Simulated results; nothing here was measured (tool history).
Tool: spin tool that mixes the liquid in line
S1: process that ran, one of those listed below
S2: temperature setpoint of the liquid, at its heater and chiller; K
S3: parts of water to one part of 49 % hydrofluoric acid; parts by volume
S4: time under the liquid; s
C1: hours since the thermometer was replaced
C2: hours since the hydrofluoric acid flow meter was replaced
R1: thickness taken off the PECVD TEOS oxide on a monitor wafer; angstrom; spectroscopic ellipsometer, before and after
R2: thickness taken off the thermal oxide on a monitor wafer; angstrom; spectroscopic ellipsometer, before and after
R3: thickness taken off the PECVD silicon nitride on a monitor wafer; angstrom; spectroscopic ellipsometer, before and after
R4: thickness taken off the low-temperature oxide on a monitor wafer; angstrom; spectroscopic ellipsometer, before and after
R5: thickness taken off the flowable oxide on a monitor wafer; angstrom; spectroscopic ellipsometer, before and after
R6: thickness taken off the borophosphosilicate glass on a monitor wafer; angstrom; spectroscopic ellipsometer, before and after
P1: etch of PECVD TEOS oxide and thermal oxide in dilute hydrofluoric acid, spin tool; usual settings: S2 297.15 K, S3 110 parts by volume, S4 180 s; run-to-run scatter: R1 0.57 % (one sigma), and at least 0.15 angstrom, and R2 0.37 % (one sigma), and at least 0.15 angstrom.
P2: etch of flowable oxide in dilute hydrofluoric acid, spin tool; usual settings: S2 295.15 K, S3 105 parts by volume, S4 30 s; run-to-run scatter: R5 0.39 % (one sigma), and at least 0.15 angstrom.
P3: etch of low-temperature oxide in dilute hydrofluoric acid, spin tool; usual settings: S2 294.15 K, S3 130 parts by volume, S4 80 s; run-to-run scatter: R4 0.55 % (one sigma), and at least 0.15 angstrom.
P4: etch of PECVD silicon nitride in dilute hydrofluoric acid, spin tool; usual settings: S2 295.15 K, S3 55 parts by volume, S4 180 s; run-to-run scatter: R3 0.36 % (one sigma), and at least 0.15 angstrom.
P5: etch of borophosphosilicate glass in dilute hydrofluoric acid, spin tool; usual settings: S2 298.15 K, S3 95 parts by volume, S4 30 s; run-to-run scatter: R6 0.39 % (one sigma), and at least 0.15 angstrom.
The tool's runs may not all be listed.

run 1 hour=5.1 | S1=P1 S2=297.15 S3=110 S4=180 | C1=921.8 C2=310.4 | R1=326.87 R2=76.81
run 2 hour=11.5 | S1=P1 S2=302.65 S3=110 S4=180 | C1=928.2 C2=316.8 | R1=406.23 R2=94.888
run 3 hour=16 | S1=P4 S2=295.15 S3=55 S4=180 | C1=932.7 C2=321.3 | R3=164.24
run 4 hour=21.6 | S1=P3 S2=290.15 S3=130 S4=80 | C1=938.3 C2=326.9 | R4=134.38
run 5 hour=29 | S1=P2 S2=290.15 S3=105 S4=30 | C1=945.7 C2=334.3 | R5=78.83
run 6 hour=35.5 | S1=P1 S2=297.15 S3=110 S4=180 | C1=952.2 C2=340.8 | R1=328.8 R2=77.309
run 7 hour=42.7 | S1=P3 S2=294.15 S3=130 S4=80 | C1=959.4 C2=348 | R4=157.93
run 8 hour=46.5 | S1=P4 S2=295.15 S3=55 S4=15 | C1=963.2 C2=351.8 | R3=13.766
run 9 hour=50.9 | S1=P1 S2=297.15 S3=110 S4=305 | C1=967.6 C2=356.2 | R1=561.41 R2=130.37
run 10 hour=56.2 | S1=P5 S2=293.65 S3=95 S4=30 | C1=972.9 C2=361.5 | R6=84.924
run 11 hour=61.1 | S1=P3 S2=294.15 S3=130 S4=80 | C1=977.8 C2=366.4 | R4=157.74
run 12 hour=68.1 | S1=P3 S2=294.15 S3=130 S4=155 | C1=984.8 C2=373.4 | R4=309.43
run 13 hour=73.5 | S1=P5 S2=298.15 S3=50 S4=30 | C1=990.2 C2=378.8 | R6=206.66
-- hour=74 hydrofluoric acid flow meter replaced
run 14 hour=78 | S1=P1 S2=290.65 S3=110 S4=310 | C1=994.7 C2=4 | R1=434.92 R2=101.83
run 15 hour=82.7 | S1=P2 S2=295.15 S3=105 S4=30 | C1=999.4 C2=8.7 | R5=96.706
run 16 hour=86.2 | S1=P1 S2=290.15 S3=110 S4=180 | C1=1002.9 C2=12.2 | R1=246.3 R2=58.071
run 17 hour=91.8 | S1=P4 S2=301.65 S3=55 S4=180 | C1=1008.5 C2=17.8 | R3=252.12
run 18 hour=95.7 | S1=P1 S2=297.15 S3=175 S4=180 | C1=1012.4 C2=21.7 | R1=192.1 R2=45.113
run 19 hour=100.1 | S1=P3 S2=294.15 S3=65 S4=80 | C1=1016.8 C2=26.1 | R4=341.8
run 20 hour=107 | S1=P4 S2=295.15 S3=90 S4=180 | C1=1023.7 C2=33 | R3=101.61
run 21 hour=113.8 | S1=P1 S2=297.15 S3=110 S4=15 | C1=1030.5 C2=39.8 | R1=27.432 R2=6.5125
run 22 hour=119.9 | S1=P2 S2=295.15 S3=105 S4=15 | C1=1036.6 C2=45.9 | R5=48.145
run 23 hour=123.5 | S1=P1 S2=304.65 S3=145 S4=180 | C1=1040.2 C2=49.5 | R1=313.9 R2=73.988
run 24 hour=130.4 | S1=P1 S2=297.15 S3=110 S4=180 | C1=1047.1 C2=56.4 | R1=328.04 R2=77.132
run 25 hour=135.9 | S1=P5 S2=298.15 S3=95 S4=30 | C1=1052.6 C2=61.9 | R6=102.95
run 26 hour=143.3 | S1=P1 S2=297.15 S3=35 S4=180 | C1=1060 C2=69.3 | R1=1135 R2=268.97
run 27 hour=150.1 | S1=P2 S2=295.15 S3=45 S4=30 | C1=1066.8 C2=76.1 | R5=242.33
run 28 hour=157.1 | S1=P5 S2=298.15 S3=95 S4=15 | C1=1073.8 C2=83.1 | R6=51.78
run 29 hour=163.8 | S1=P1 S2=297.15 S3=110 S4=180 | C1=1080.5 C2=89.8 | R1=325.31 R2=77.526
run 30 hour=170.3 | S1=P1 S2=297.15 S3=110 S4=180 | C1=1087 C2=96.3 | R1=330.45 R2=76.262
run 31 hour=175.1 | S1=P1 S2=297.15 S3=110 S4=180 | C1=1091.8 C2=101.1 | R1=327.78 R2=77.434
run 32 hour=180.8 | S1=P1 S2=297.15 S3=110 S4=180 | C1=1097.5 C2=106.8 | R1=343.65 R2=80.168

The next listed run, before its measurement:
run 33 hour=186.3 | S1=P1 S2=297.15 S3=110 S4=180 | C1=1103 C2=112.3 | R1=? R2=?

R1: 346.69 angstrom
R2: 81.957 angstrom

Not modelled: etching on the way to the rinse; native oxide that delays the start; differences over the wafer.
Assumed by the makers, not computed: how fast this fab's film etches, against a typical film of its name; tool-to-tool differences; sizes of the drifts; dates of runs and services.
